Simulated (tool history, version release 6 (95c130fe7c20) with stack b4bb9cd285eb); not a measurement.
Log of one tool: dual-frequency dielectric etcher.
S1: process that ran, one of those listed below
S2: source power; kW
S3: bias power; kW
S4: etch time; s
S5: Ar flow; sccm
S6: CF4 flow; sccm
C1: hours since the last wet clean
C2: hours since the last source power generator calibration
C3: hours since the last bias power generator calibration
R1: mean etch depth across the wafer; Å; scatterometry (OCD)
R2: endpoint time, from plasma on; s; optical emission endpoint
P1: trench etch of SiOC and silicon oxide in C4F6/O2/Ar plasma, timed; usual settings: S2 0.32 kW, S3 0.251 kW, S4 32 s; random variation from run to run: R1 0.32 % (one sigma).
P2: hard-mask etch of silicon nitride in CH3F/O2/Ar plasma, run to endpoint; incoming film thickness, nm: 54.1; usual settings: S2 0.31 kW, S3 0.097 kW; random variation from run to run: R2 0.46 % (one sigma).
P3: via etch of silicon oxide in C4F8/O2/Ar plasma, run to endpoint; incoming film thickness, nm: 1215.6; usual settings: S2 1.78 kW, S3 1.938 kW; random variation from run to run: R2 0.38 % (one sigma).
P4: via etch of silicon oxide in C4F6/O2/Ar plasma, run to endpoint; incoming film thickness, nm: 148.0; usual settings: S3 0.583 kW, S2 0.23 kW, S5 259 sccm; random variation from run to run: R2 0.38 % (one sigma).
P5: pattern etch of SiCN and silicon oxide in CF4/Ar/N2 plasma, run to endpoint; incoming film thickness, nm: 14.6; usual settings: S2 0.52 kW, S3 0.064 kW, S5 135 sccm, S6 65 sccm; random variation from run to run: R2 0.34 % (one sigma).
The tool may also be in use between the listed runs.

| run | hour | S1 | S2 | S3 | S4 | S5 | S6 | C1 | C2 | C3 | R1 | R2 |
|---|---|---|---|---|---|---|---|---|---|---|---|---|
| 1 | 10.5 | P1 | 0.32 | 0.251 | 32 |  |  | 107.1 | 2203.6 | 652 | 651.83 |  |
| 2 | 26.1 | P1 | 0.32 | 0.186 | 32 |  |  | 122.7 | 2219.2 | 667.6 | 587.7 |  |
| 3 | 45 | P5 | 0.52 | 0.089 |  | 135 | 65 | 141.6 | 2238.1 | 686.5 |  | 15.115 |
| 4 | 56.5 | P4 | 0.23 | 0.823 |  | 259 |  | 153.1 | 2249.6 | 698 |  | 31.668 |
| 5 | 64.7 | P4 | 0.23 | 0.583 |  | 165 |  | 161.3 | 2257.8 | 706.2 |  | 34.426 |
| 6 | 74.7 | P1 | 0.44 | 0.251 | 32 |  |  | 171.3 | 2267.8 | 716.2 | 732.87 |  |
| 7 | 89.6 | P1 | 0.32 | 0.251 | 32 |  |  | 186.2 | 2282.7 | 731.1 | 650.18 |  |
| 8 | 97.9 | P5 | 0.52 | 0.064 |  | 97 | 65 | 194.5 | 2291 | 739.4 |  | 16.074 |
| 9 | 113.3 | P1 | 0.24 | 0.251 | 32 |  |  | 209.9 | 2306.4 | 754.8 | 580.57 |  |
| 10 | 131.2 | P1 | 0.32 | 0.251 | 32 |  |  | 227.8 | 2324.3 | 772.7 | 653.25 |  |
| 11 | 149.4 | P1 | 0.32 | 0.251 | 32 |  |  | 246 | 2342.5 | 790.9 | 654.52 |  |
| 12 | 160 | P4 | 0.23 | 0.583 |  | 259 |  | 256.6 | 2353.1 | 801.5 |  | 36.028 |
| 13 | 170.1 | P4 | 0.14 | 0.583 |  | 259 |  | 266.7 | 2363.2 | 811.6 |  | 43.624 |
| 14 | 182.8 | P2 | 0.31 | 0.13 |  |  |  | 279.4 | 2375.9 | 824.3 |  | 69.507 |
| 15 | 195.1 | P1 | 0.32 | 0.251 | 24.5 |  |  | 291.7 | 2388.2 | 836.6 | 500.32 |  |
| 16 | 203.4 | P1 | 0.32 | 0.251 | 32 |  |  | 300 | 2396.5 | 844.9 | 651.72 |  |
| 17 | 218.6 | P1 | 0.32 | 0.17 | 42.5 |  |  | 315.2 | 2411.7 | 860.1 | 759.69 |  |
| 18 | 230.7 | P1 | 0.38 | 0.251 | 41 |  |  | 327.3 | 2423.8 | 872.2 | 887.65 |  |
| 19 | 242.2 | P1 | 0.32 | 0.251 | 32 |  |  | 338.8 | 2435.3 | 883.7 | 647.68 |  |
| 20 | 257 | P2 | 0.31 | 0.097 |  |  |  | 353.6 | 2450.1 | 898.5 |  | 78.081 |
| 21 | 268.3 | P5 | 0.52 | 0.064 |  | 135 | 65 | 364.9 | 2461.4 | 909.8 |  | 16.967 |
| 22 | 277.3 | P3 | 1.78 | 1.436 |  |  |  | 373.9 | 2470.4 | 918.8 |  | 275.54 |
| 23 | 288.2 | P3 | 1.78 | 1.938 |  |  |  | 384.8 | 2481.3 | 929.7 |  | 253.58 |
| 24 | 300.6 | P5 | 0.52 | 0.064 |  | 135 | 88 | 397.2 | 2493.7 | 942.1 |  | 16.12 |
| 25 | 314.4 | P1 | 0.32 | 0.251 | 32 |  |  | 411 | 2507.5 | 955.9 | 648.83 |  |
| 26 | 329.1 | P2 | 0.41 | 0.097 |  |  |  | 425.7 | 2522.2 | 970.6 |  | 70.332 |
| 27 | 340.8 | P5 | 0.52 | 0.064 |  | 135 | 65 | 437.4 | 2533.9 | 982.3 |  | 16.982 |
| 28 | 349.2 | P2 | 0.31 | 0.097 |  |  |  | 445.8 | 2542.3 | 990.7 |  | 77.214 |
| 29 | 363.3 | P3 | 2.3 | 1.938 |  |  |  | 459.9 | 2556.4 | 1004.8 |  | 228.21 |
| 30 | 379.6 | P5 | 0.7 | 0.064 |  | 135 | 65 | 476.2 | 2572.7 | 1021.1 |  | 13 |
| 31 | 394.6 | P1 | 0.32 | 0.318 | 32 |  |  | 491.2 | 2587.7 | 1036.1 | 707.95 |  |
| 32 | 403.8 | P1 | 0.32 | 0.251 | 44.5 |  |  | 500.4 | 2596.9 | 1045.3 | 901.9 |  |
| 33 | 421.4 | P3 | 1.78 | 1.938 |  |  |  | 518 | 2614.5 | 1062.9 |  | 251.08 |

The next listed run, before its measurement:
| 34 | 431.7 | P1 | 0.32 | 0.251 | 32 |  |  | 528.3 | 2624.8 | 1073.2 | ? |  |

{"run 34": {"R1": 651.98}}
